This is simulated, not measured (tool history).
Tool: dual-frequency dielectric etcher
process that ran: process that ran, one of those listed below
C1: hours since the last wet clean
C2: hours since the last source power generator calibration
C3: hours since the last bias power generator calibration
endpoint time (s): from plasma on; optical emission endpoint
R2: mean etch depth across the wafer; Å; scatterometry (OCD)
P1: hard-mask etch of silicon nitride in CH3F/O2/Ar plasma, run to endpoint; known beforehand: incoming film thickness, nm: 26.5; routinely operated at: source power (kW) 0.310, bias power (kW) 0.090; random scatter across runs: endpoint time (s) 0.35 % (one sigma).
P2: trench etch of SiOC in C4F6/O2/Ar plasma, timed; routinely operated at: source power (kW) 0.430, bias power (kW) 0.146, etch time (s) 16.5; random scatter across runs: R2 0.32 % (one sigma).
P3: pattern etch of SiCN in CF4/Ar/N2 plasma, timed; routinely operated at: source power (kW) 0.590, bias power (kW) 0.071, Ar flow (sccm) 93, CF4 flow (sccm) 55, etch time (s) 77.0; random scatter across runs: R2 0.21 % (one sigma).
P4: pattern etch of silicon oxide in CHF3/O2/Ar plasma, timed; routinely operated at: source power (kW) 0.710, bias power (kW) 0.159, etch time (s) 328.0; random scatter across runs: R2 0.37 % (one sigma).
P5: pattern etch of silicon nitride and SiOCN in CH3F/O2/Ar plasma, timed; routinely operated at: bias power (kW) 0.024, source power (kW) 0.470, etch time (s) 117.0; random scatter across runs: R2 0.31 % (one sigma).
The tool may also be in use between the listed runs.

Run 1, hour 5.5: process that ran P1, source power (kW) 0.310, bias power (kW) 0.090; C1 90.0; C2 1378.3; C3 1125.1. Result: endpoint time (s) 38.705.
Run 2, hour 8.8: process that ran P3, source power (kW) 0.590, bias power (kW) 0.071, Ar flow (sccm) 129, CF4 flow (sccm) 55, etch time (s) 77.0; C1 93.3; C2 1381.6; C3 1128.4. Result: R2 753.670 Å.
Run 3, hour 12.3: process that ran P1, source power (kW) 0.210, bias power (kW) 0.090; C1 96.8; C2 1385.1; C3 1131.9. Result: endpoint time (s) 44.269.
Run 4, hour 16.8: process that ran P1, source power (kW) 0.310, bias power (kW) 0.115; C1 101.3; C2 1389.6; C3 1136.4. Result: endpoint time (s) 34.965.
Run 5, hour 20.1: process that ran P2, source power (kW) 0.430, bias power (kW) 0.146, etch time (s) 16.5; C1 104.6; C2 1392.9; C3 1139.7. Result: R2 332.050 Å.
Run 6, hour 23.8: process that ran P5, source power (kW) 0.470, bias power (kW) 0.024, etch time (s) 66.5; C1 108.3; C2 1396.6; C3 1143.4. Result: R2 95.668 Å.
Run 7, hour 27.8: process that ran P5, source power (kW) 0.470, bias power (kW) 0.024, etch time (s) 117.0; C1 112.3; C2 1400.6; C3 1147.4. Result: R2 168.620 Å.
Run 8, hour 33.0: process that ran P1, source power (kW) 0.220, bias power (kW) 0.058; C1 117.5; C2 1405.8; C3 1152.6. Result: endpoint time (s) 50.629.
Run 9, hour 36.8: process that ran P2, source power (kW) 0.430, bias power (kW) 0.096, etch time (s) 16.5; C1 121.3; C2 1409.6; C3 1156.4. Result: R2 296.130 Å.
Run 10, hour 41.1: process that ran P4, source power (kW) 0.710, bias power (kW) 0.159, etch time (s) 432.0; C1 125.6; C2 1413.9; C3 1160.7. Result: R2 8736.000 Å.
Run 11, hour 44.3: process that ran P4, source power (kW) 0.710, bias power (kW) 0.159, etch time (s) 328.0; C1 128.8; C2 1417.1; C3 1163.9. Result: R2 6640.800 Å.
Run 12, hour 48.0: process that ran P1, source power (kW) 0.370, bias power (kW) 0.090; C1 132.5; C2 1420.8; C3 1167.6. Result: endpoint time (s) 36.083.
Run 13, hour 53.1: process that ran P1, source power (kW) 0.310, bias power (kW) 0.090; C1 137.6; C2 1425.9; C3 1172.7. Result: endpoint time (s) 38.414.
Run 14, hour 56.2: process that ran P1, source power (kW) 0.310, bias power (kW) 0.090; C1 140.7; C2 1429.0; C3 1175.8. Result: endpoint time (s) 38.399.
Run 15, hour 61.3: process that ran P3, source power (kW) 0.590, bias power (kW) 0.071, Ar flow (sccm) 93, CF4 flow (sccm) 40, etch time (s) 77.0; C1 145.8; C2 1434.1; C3 1180.9. Result: R2 755.040 Å.
Run 16, hour 64.8: process that ran P5, source power (kW) 0.470, bias power (kW) 0.015, etch time (s) 117.0; C1 149.3; C2 1437.6; C3 1184.4. Result: R2 137.850 Å.
At hour 68.0: bias power generator calibrated.
Run 17, hour 70.9: process that ran P1, source power (kW) 0.310, bias power (kW) 0.090; C1 155.4; C2 1443.7; C3 2.9. Result: endpoint time (s) 38.131.
Run 18, hour 74.4: process that ran P1, source power (kW) 0.310, bias power (kW) 0.070; C1 158.9; C2 1447.2; C3 6.4. Result: endpoint time (s) 42.033.
Run 19, hour 78.4: process that ran P1, source power (kW) 0.310, bias power (kW) 0.090; C1 162.9; C2 1451.2; C3 10.4. Result: endpoint time (s) 38.446.
Run 20, hour 82.9: process that ran P3, source power (kW) 0.590, bias power (kW) 0.056, Ar flow (sccm) 93, CF4 flow (sccm) 55, etch time (s) 77.0; C1 167.4; C2 1455.7; C3 14.9. Result: R2 735.710 Å.
Run 21, hour 88.5: process that ran P3, source power (kW) 0.590, bias power (kW) 0.071, Ar flow (sccm) 93, CF4 flow (sccm) 55, etch time (s) 77.0; C1 173.0; C2 1461.3; C3 20.5. Result: R2 795.480 Å.
Run 22, hour 91.2: process that ran P4, source power (kW) 0.710, bias power (kW) 0.093, etch time (s) 328.0; C1 175.7; C2 1464.0; C3 23.2. Result: R2 5682.200 Å.
Run 23, hour 96.6: process that ran P3, source power (kW) 0.790, bias power (kW) 0.071, Ar flow (sccm) 93, CF4 flow (sccm) 55, etch time (s) 77.0; C1 181.1; C2 1469.4; C3 28.6. Result: R2 1031.500 Å.
Run 24, hour 102.3: process that ran P3, source power (kW) 0.590, bias power (kW) 0.071, Ar flow (sccm) 93, CF4 flow (sccm) 55, etch time (s) 50.5; C1 186.8; C2 1475.1; C3 34.3. Result: R2 520.610 Å.
Run 25, hour 106.2: process that ran P5, source power (kW) 0.470, bias power (kW) 0.024, etch time (s) 117.0; C1 190.7; C2 1479.0; C3 38.2. Result: R2 168.290 Å.
At hour 109.2: wet clean of the chamber.
Run 26, hour 110.5: process that ran P2, source power (kW) 0.430, bias power (kW) 0.146, etch time (s) 22.5; C1 1.3; C2 1483.3; C3 42.5. Result: R2 452.590 Å.
Run 27, hour 116.3: process that ran P1, source power (kW) 0.310, bias power (kW) 0.090; C1 7.1; C2 1489.1; C3 48.3. Result: endpoint time (s) 38.299.
Run 28, hour 121.7: process that ran P5, source power (kW) 0.650, bias power (kW) 0.024, etch time (s) 117.0; C1 12.5; C2 1494.5; C3 53.7. Result: R2 186.940 Å.
Run 29, hour 126.8: process that ran P4, source power (kW) 0.510, bias power (kW) 0.159, etch time (s) 328.0; C1 17.6; C2 1499.6; C3 58.8. Result: R2 5823.300 Å.
Run 30, hour 132.6: process that ran P1, source power (kW) 0.190, bias power (kW) 0.120; C1 23.4; C2 1505.4; C3 64.6. Result: endpoint time (s) 41.234.
Run 31, hour 137.9: process that ran P2, source power (kW) 0.530, bias power (kW) 0.146, etch time (s) 16.5; C1 28.7; C2 1510.7; C3 69.9. Result: R2 361.370 Å.
Run 32, hour 143.6: process that ran P1, source power (kW) 0.310, bias power (kW) 0.090; C1 34.4; C2 1516.4; C3 75.6. Result: endpoint time (s) 38.458.
Run 33, hour 149.4: process that ran P1, source power (kW) 0.310, bias power (kW) 0.090; C1 40.2; C2 1522.2; C3 81.4. Result: endpoint time (s) 38.026.
Run 34, hour 152.5: process that ran P1, source power (kW) 0.310, bias power (kW) 0.090; C1 43.3; C2 1525.3; C3 84.5. Result: endpoint time (s) 37.828.
At hour 157.0: wet clean of the chamber.
Run 35, hour 157.1: process that ran P1, source power (kW) 0.310, bias power (kW) 0.090; C1 0.1; C2 1529.9; C3 89.1. Result: endpoint time (s) 37.802.
Run 36, hour 160.2: process that ran P1, source power (kW) 0.310, bias power (kW) 0.090; C1 3.2; C2 1533.0; C3 92.2. Result: endpoint time (s) 37.661.
Run 37, hour 163.2: process that ran P1, source power (kW) 0.310, bias power (kW) 0.090; C1 6.2; C2 1536.0; C3 95.2. Result: endpoint time (s) 37.540.
Run 38, hour 167.1: process that ran P1, source power (kW) 0.310, bias power (kW) 0.090; C1 10.1; C2 1539.9; C3 99.1. Result: endpoint time (s) 37.696.
Run 39, hour 173.3: process that ran P1, source power (kW) 0.310, bias power (kW) 0.090; C1 16.3; C2 1546.1; C3 105.3. Result: endpoint time (s) 37.565.
Run 40, hour 177.1: process that ran P1, source power (kW) 0.310, bias power (kW) 0.090; C1 20.1; C2 1549.9; C3 109.1. Result: endpoint time (s) 37.637.

What P1 gives has crept away from where it was. These 2 causes fit the log equally well, each at the size given:
A: bias power that arrives over what is set, % = 4.88
B: source power that arrives over what is set, % = 4.81
The gradual shift began around hour 143.6.
All other causes, with the reason each is excluded:
chamber walls in a state that raises the etch rate, %: was serviced at hour 157.0, once the creep was under way, yet the earlier output never came back

Below are 4 check runs, each on a single wafer, with their results shown as question marks. Which of them would tell the listed causes apart, meaning the causes would give clearly different results under it?
Run check 1, hour 180.9: process that ran P2, source power (kW) 0.430, bias power (kW) 0.146, etch time (s) 21.5. Result: R2 ?.
Run check 2, hour 180.9: process that ran P4, source power (kW) 0.710, bias power (kW) 0.103, etch time (s) 328.0. Result: R2 ?.
Run check 3, hour 180.9: process that ran P3, source power (kW) 0.590, bias power (kW) 0.071, Ar flow (sccm) 121, CF4 flow (sccm) 55, etch time (s) 77.0. Result: R2 ?.
Run check 4, hour 180.9: process that ran P5, source power (kW) 0.470, bias power (kW) 0.016, etch time (s) 70.5. Result: R2 ?.

Predicted outcomes, by check and by cause:
  check  result      if A      if B
check 1      R2   440.360   442.210
check 2      R2  5898.200  5926.300
check 3      R2   776.100   794.620
check 4      R2    86.891    86.668
Per-check spread between the two closest causes, in the result where they differ most: check 1 0.42 %; check 2 0.47 %; check 3 2.36 %; check 4 0.26 %
Only in check 3 would the causes give clearly different results; in the remaining checks their results would be nearly the same.

After running check 3, the following was obtained: R2 794.260 Å. Which cause does this point to?

It was cause B: source power that arrives over what is set, %.

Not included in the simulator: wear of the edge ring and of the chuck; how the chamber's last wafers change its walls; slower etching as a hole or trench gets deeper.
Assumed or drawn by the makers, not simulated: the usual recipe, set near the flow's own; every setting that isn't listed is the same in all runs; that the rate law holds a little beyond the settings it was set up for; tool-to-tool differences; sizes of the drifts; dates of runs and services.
